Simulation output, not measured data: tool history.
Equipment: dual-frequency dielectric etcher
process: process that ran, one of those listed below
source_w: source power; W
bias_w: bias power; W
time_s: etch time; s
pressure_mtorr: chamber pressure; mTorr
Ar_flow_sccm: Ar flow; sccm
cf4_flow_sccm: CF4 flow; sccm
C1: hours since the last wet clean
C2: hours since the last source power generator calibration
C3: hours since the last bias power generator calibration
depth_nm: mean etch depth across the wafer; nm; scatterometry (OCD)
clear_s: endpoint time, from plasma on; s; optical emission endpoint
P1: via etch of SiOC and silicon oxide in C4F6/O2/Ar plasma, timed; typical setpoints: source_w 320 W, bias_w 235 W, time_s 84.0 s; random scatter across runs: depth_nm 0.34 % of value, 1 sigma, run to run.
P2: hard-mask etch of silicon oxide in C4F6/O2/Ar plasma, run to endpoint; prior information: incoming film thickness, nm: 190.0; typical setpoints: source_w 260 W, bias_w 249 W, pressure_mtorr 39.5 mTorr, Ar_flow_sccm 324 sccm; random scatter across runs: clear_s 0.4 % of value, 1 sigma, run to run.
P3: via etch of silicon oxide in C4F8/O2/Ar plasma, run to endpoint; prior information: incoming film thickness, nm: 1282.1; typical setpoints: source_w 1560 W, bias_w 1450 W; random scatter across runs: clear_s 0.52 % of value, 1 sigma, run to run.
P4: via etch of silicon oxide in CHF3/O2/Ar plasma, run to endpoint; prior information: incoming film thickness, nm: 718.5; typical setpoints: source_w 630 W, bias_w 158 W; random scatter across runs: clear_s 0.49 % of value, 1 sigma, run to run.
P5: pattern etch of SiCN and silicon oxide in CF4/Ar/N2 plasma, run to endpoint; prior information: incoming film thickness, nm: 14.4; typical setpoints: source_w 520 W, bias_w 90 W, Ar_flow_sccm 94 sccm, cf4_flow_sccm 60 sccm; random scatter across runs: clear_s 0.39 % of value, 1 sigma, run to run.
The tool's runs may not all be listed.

Run 1, hour 8.7: process P1, source_w 320 W, bias_w 235 W, time_s 84.0 s; C1 350.0; C2 3439.9; C3 970.0. Result: depth_nm 96.564 nm.
Run 2, hour 16.7: process P3, source_w 1560 W, bias_w 1936 W; C1 358.0; C2 3447.9; C3 978.0. Result: clear_s 289.820 s.
Run 3, hour 32.7: process P1, source_w 320 W, bias_w 235 W, time_s 105.0 s; C1 374.0; C2 3463.9; C3 994.0. Result: depth_nm 121.210 nm.
Run 4, hour 49.1: process P1, source_w 320 W, bias_w 325 W, time_s 84.0 s; C1 390.4; C2 3480.3; C3 1010.4. Result: depth_nm 107.690 nm.
Run 5, hour 65.9: process P1, source_w 320 W, bias_w 235 W, time_s 84.0 s; C1 407.2; C2 3497.1; C3 1027.2. Result: depth_nm 97.155 nm.
Run 6, hour 80.2: process P2, source_w 260 W, bias_w 249 W, pressure_mtorr 25.5 mTorr, Ar_flow_sccm 324 sccm; C1 421.5; C2 3511.4; C3 1041.5. Result: clear_s 62.810 s.
Run 7, hour 91.9: process P4, source_w 630 W, bias_w 158 W; C1 433.2; C2 3523.1; C3 1053.2. Result: clear_s 364.860 s.
Run 8, hour 108.1: process P1, source_w 320 W, bias_w 235 W, time_s 59.0 s; C1 449.4; C2 3539.3; C3 1069.4. Result: depth_nm 68.144 nm.
Run 9, hour 122.7: process P1, source_w 250 W, bias_w 235 W, time_s 113.5 s; C1 464.0; C2 3553.9; C3 1084.0. Result: depth_nm 118.490 nm.
Run 10, hour 139.9: process P5, source_w 520 W, bias_w 90 W, Ar_flow_sccm 94 sccm, cf4_flow_sccm 60 sccm; C1 481.2; C2 3571.1; C3 1101.2. Result: clear_s 13.671 s.
Run 11, hour 154.8: process P3, source_w 1560 W, bias_w 1450 W; C1 496.1; C2 3586.0; C3 1116.1. Result: clear_s 312.270 s.
Run 12, hour 171.5: process P1, source_w 320 W, bias_w 235 W, time_s 84.0 s; C1 512.8; C2 3602.7; C3 1132.8. Result: depth_nm 96.454 nm.
Run 13, hour 187.9: process P5, source_w 670 W, bias_w 90 W, Ar_flow_sccm 94 sccm, cf4_flow_sccm 60 sccm; C1 529.2; C2 3619.1; C3 1149.2. Result: clear_s 10.961 s.
Run 14, hour 200.2: process P1, source_w 320 W, bias_w 235 W, time_s 84.0 s; C1 541.5; C2 3631.4; C3 1161.5. Result: depth_nm 96.533 nm.
Run 15, hour 215.5: process P4, source_w 630 W, bias_w 206 W; C1 556.8; C2 3646.7; C3 1176.8. Result: clear_s 331.860 s.
Run 16, hour 232.9: process P3, source_w 1050 W, bias_w 1450 W; C1 574.2; C2 3664.1; C3 1194.2. Result: clear_s 369.760 s.
Run 17, hour 245.5: process P5, source_w 520 W, bias_w 90 W, Ar_flow_sccm 94 sccm, cf4_flow_sccm 42 sccm; C1 586.8; C2 3676.7; C3 1206.8. Result: clear_s 14.463 s.
Run 18, hour 261.8: process P5, source_w 520 W, bias_w 57 W, Ar_flow_sccm 94 sccm, cf4_flow_sccm 60 sccm; C1 603.1; C2 3693.0; C3 1223.1. Result: clear_s 15.983 s.
Run 19, hour 271.7: process P1, source_w 190 W, bias_w 235 W, time_s 84.0 s; C1 613.0; C2 3702.9; C3 1233.0. Result: depth_nm 79.667 nm.
At hour 273.0: wet clean of the chamber.
Run 20, hour 283.7: process P1, source_w 320 W, bias_w 301 W, time_s 65.0 s; C1 10.7; C2 3714.9; C3 1245.0. Result: depth_nm 81.823 nm.
Run 21, hour 295.5: process P1, source_w 320 W, bias_w 235 W, time_s 84.0 s; C1 22.5; C2 3726.7; C3 1256.8. Result: depth_nm 95.713 nm.
Run 22, hour 311.5: process P4, source_w 460 W, bias_w 158 W; C1 38.5; C2 3742.7; C3 1272.8. Result: clear_s 404.930 s.
Run 23, hour 321.2: process P2, source_w 210 W, bias_w 249 W, pressure_mtorr 39.5 mTorr, Ar_flow_sccm 324 sccm; C1 48.2; C2 3752.4; C3 1282.5. Result: clear_s 71.796 s.
Run 24, hour 334.8: process P1, source_w 410 W, bias_w 235 W, time_s 84.0 s; C1 61.8; C2 3766.0; C3 1296.1. Result: depth_nm 106.340 nm.
Run 25, hour 349.2: process P1, source_w 320 W, bias_w 170 W, time_s 84.0 s; C1 76.2; C2 3780.4; C3 1310.5. Result: depth_nm 87.166 nm.
Run 26, hour 365.8: process P2, source_w 260 W, bias_w 249 W, pressure_mtorr 39.5 mTorr, Ar_flow_sccm 229 sccm; C1 92.8; C2 3797.0; C3 1327.1. Result: clear_s 63.937 s.
Run 27, hour 383.2: process P5, source_w 520 W, bias_w 90 W, Ar_flow_sccm 69 sccm, cf4_flow_sccm 60 sccm; C1 110.2; C2 3814.4; C3 1344.5. Result: clear_s 13.175 s.
Run 28, hour 392.4: process P2, source_w 260 W, bias_w 249 W, pressure_mtorr 39.5 mTorr, Ar_flow_sccm 324 sccm; C1 119.4; C2 3823.6; C3 1353.7. Result: clear_s 66.586 s.
Run 29, hour 406.3: process P2, source_w 260 W, bias_w 183 W, pressure_mtorr 39.5 mTorr, Ar_flow_sccm 324 sccm; C1 133.3; C2 3837.5; C3 1367.6. Result: clear_s 73.536 s.
Run 30, hour 416.5: process P2, source_w 260 W, bias_w 249 W, pressure_mtorr 39.5 mTorr, Ar_flow_sccm 324 sccm; C1 143.5; C2 3847.7; C3 1377.8. Result: clear_s 65.499 s.
Run 31, hour 425.9: process P3, source_w 1560 W, bias_w 1450 W; C1 152.9; C2 3857.1; C3 1387.2. Result: clear_s 315.620 s.
Run 32, hour 436.8: process P1, source_w 320 W, bias_w 235 W, time_s 84.0 s; C1 163.8; C2 3868.0; C3 1398.1. Result: depth_nm 96.526 nm.
Run 33, hour 452.0: process P1, source_w 320 W, bias_w 235 W, time_s 84.0 s; C1 179.0; C2 3883.2; C3 1413.3. Result: depth_nm 97.572 nm.
Run 34, hour 468.6: process P1, source_w 320 W, bias_w 235 W, time_s 84.0 s; C1 195.6; C2 3899.8; C3 1429.9. Result: depth_nm 97.640 nm.
Run 35, hour 477.7: process P1, source_w 320 W, bias_w 235 W, time_s 84.0 s; C1 204.7; C2 3908.9; C3 1439.0. Result: depth_nm 98.149 nm.
At hour 481.0: wet clean of the chamber.
Run 36, hour 488.3: process P1, source_w 320 W, bias_w 235 W, time_s 84.0 s; C1 7.4; C2 3919.5; C3 1449.6. Result: depth_nm 98.793 nm.
Run 37, hour 503.0: process P1, source_w 320 W, bias_w 235 W, time_s 84.0 s; C1 22.1; C2 3934.2; C3 1464.3. Result: depth_nm 98.079 nm.
Run 38, hour 511.7: process P1, source_w 320 W, bias_w 235 W, time_s 84.0 s; C1 30.8; C2 3942.9; C3 1473.0. Result: depth_nm 98.211 nm.
Run 39, hour 527.9: process P1, source_w 320 W, bias_w 235 W, time_s 84.0 s; C1 47.0; C2 3959.1; C3 1489.2. Result: depth_nm 98.171 nm.

Something has made what P1 gives creep away from where it was; the 2 causes below, each at its own stated size, fit the log equally well:
A: bias power that arrives over what is set, % = 4.98
B: source power that arrives over what is set, % = 4.52
The drift started at roughly hour 436.8.
What rules out each remaining cause:
chamber walls in a state that raises the etch rate, %: its service at hour 481.0 followed the start of the drift and did not put the process back to its old value

Of the 4 check runs below, each run on 2 wafers with the results averaged and each result still a question mark, which one would tell the listed causes apart?
Run check 1, hour 544.1: process P2, source_w 260 W, bias_w 249 W, pressure_mtorr 39.5 mTorr, Ar_flow_sccm 324 sccm. Result: clear_s ?.
Run check 2, hour 544.1: process P3, source_w 1560 W, bias_w 1450 W. Result: clear_s ?.
Run check 3, hour 544.1: process P5, source_w 520 W, bias_w 90 W, Ar_flow_sccm 94 sccm, cf4_flow_sccm 60 sccm. Result: clear_s ?.
Run check 4, hour 544.1: process P4, source_w 630 W, bias_w 158 W. Result: clear_s ?.

If the cause were each of the candidates in turn, the checks would give the following:
  check   result     if A     if B
check 1  clear_s   64.987   64.998
check 2  clear_s  310.060  308.610
check 3  clear_s   13.491   13.204
check 4  clear_s  355.380  354.970
Per check, the gap between the least separated pair of causes, taken in the result that splits them most: check 1 0.02 %; check 2 0.47 %; check 3 2.15 %; check 4 0.11 %
Only in check 3 would the causes give clearly different results; in the remaining checks their results would be nearly the same.

Check 3 was carried out, with these results: clear_s 13.482 s. Which of the listed causes is responsible?

The correct cause is A, namely: bias power that arrives over what is set, %.
